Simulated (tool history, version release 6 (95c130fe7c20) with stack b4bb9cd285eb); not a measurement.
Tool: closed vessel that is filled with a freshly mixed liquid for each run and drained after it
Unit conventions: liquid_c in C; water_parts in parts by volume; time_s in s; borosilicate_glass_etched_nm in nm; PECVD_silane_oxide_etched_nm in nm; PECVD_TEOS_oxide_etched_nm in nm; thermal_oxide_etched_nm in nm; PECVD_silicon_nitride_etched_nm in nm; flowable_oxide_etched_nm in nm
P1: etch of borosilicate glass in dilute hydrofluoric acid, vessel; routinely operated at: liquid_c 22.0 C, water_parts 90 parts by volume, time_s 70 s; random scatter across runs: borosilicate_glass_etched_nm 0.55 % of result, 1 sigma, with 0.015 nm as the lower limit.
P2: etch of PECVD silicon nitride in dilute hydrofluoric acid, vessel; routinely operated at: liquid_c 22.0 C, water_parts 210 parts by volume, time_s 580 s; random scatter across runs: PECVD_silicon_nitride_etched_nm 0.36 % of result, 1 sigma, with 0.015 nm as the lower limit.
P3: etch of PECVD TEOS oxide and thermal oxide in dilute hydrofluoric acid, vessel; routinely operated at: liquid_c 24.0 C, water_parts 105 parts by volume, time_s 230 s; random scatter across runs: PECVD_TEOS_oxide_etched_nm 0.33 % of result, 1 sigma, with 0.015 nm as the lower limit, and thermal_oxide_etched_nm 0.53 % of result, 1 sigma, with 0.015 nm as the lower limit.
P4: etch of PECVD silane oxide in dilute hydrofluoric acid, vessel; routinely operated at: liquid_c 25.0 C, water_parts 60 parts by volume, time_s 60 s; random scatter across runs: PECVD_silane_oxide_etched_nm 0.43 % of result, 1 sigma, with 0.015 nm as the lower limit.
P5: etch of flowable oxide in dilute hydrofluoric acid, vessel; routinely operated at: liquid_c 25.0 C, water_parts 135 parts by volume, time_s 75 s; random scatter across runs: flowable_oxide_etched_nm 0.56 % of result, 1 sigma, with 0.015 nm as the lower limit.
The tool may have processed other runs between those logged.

run	hour	process	liquid_c	water_parts	time_s	borosilicate_glass_etched_nm	PECVD_silane_oxide_etched_nm	PECVD_TEOS_oxide_etched_nm	thermal_oxide_etched_nm	PECVD_silicon_nitride_etched_nm	flowable_oxide_etched_nm
1	8.8	P1	22.0	90	70	27.573					
2	16.8	P4	25.0	60	60		39.466				
3	24.0	P1	22.0	90	70	27.644					
4	33.4	P1	22.0	155	70	14.857					
5	46.9	P1	22.0	30	30	38.406					
6	56.1	P1	26.0	90	70	32.456					
7	70.0	P3	24.0	175	230			16.997	5.7257		
8	82.1	P3	19.5	105	230			25.611	8.5348		
9	96.1	P2	22.0	45	580					33.53000	
10	105.3	P1	22.0	90	30	11.737					
11	117.5	P4	25.0	60	60		39.546				
12	126.8	P3	24.0	105	340			45.475	15.0380		
13	141.1	P5	25.0	135	145						40.6660
14	150.0	P2	22.0	210	580					7.41540	
15	158.8	P3	24.0	105	230			30.825	10.2620		
16	174.2	P5	25.0	135	75						20.7730
17	189.8	P2	28.5	210	580					11.10200	
18	203.0	P1	22.0	90	130	51.115					
19	217.5	P4	33.0	60	60		53.870				
20	224.7	P1	22.0	20	70	135.130					
21	241.0	P5	17.0	135	75						15.2630
22	253.5	P4	25.0	20	60		125.600				
23	269.0	P1	18.5	90	70	23.564					
24	276.5	P4	25.0	60	95		62.764				
25	290.8	P2	22.0	210	35					0.44692	
# hour 298.8: thermometer replaced
26	307.1	P1	22.0	90	70	27.757					
27	316.7	P1	22.0	90	70	27.515					
28	328.6	P2	22.0	210	580					7.43440	
29	339.3	P5	25.0	250	75						9.9071
30	347.5	P1	22.0	90	70	27.457					
31	358.8	P1	22.0	90	70	28.469					
32	373.2	P1	22.0	90	70	29.047					
33	387.5	P1	22.0	90	70	28.982					
34	402.5	P1	22.0	90	70	29.233					
35	418.8	P1	22.0	90	70	29.769					
36	428.6	P1	22.0	90	70	29.906					
37	440.8	P1	22.0	90	70	29.700					
38	451.2	P1	22.0	90	70	29.883					
39	458.3	P1	22.0	90	70	29.807					
40	473.7	P1	22.0	90	70	29.656					
41	483.7	P1	22.0	90	70	30.137					

P1 has crept away from where it was. The log is fitted equally well by each of these 2 causes, at the sizes shown:
A: liquid hotter than its thermometer reads (K) = 1.95
B: hydrofluoric acid flow above the setpoint (%) = 7.34
The process output started creeping at around hour 347.5.

Below are 4 check runs, each on a single wafer, with their results shown as question marks. Which of them would tell the listed causes apart, meaning the causes would give clearly different results under it?
check 1	493.7	P4	25.0	60	60		?				
check 2	493.7	P3	24.0	105	230			?	?		
check 3	493.7	P5	25.0	135	75						?
check 4	493.7	P2	22.0	210	580					?	

Outcome of each check run for each possible cause:
check	result	if A	if B
check 1	PECVD_silane_oxide_etched_nm	42.795	42.707
check 2	PECVD_TEOS_oxide_etched_nm	33.166	33.277
check 2	thermal_oxide_etched_nm	11.1020	11.1390
check 3	flowable_oxide_etched_nm	22.4620	22.6430
check 4	PECVD_silicon_nitride_etched_nm	8.37180	7.92700
Per check, the gap between the least separated pair of causes, taken in the result that splits them most: check 1 0.21 %; check 2 0.33 %; check 3 0.8 %; check 4 5.46 %
Only check 4 tells the causes apart: in the others they would give nearly the same result.

The results of check 4 are: PECVD_silicon_nitride_etched_nm 7.97910 nm. Based on these, which of the listed causes is it?

Of the candidate causes, it is B: hydrofluoric acid flow above the setpoint (%).

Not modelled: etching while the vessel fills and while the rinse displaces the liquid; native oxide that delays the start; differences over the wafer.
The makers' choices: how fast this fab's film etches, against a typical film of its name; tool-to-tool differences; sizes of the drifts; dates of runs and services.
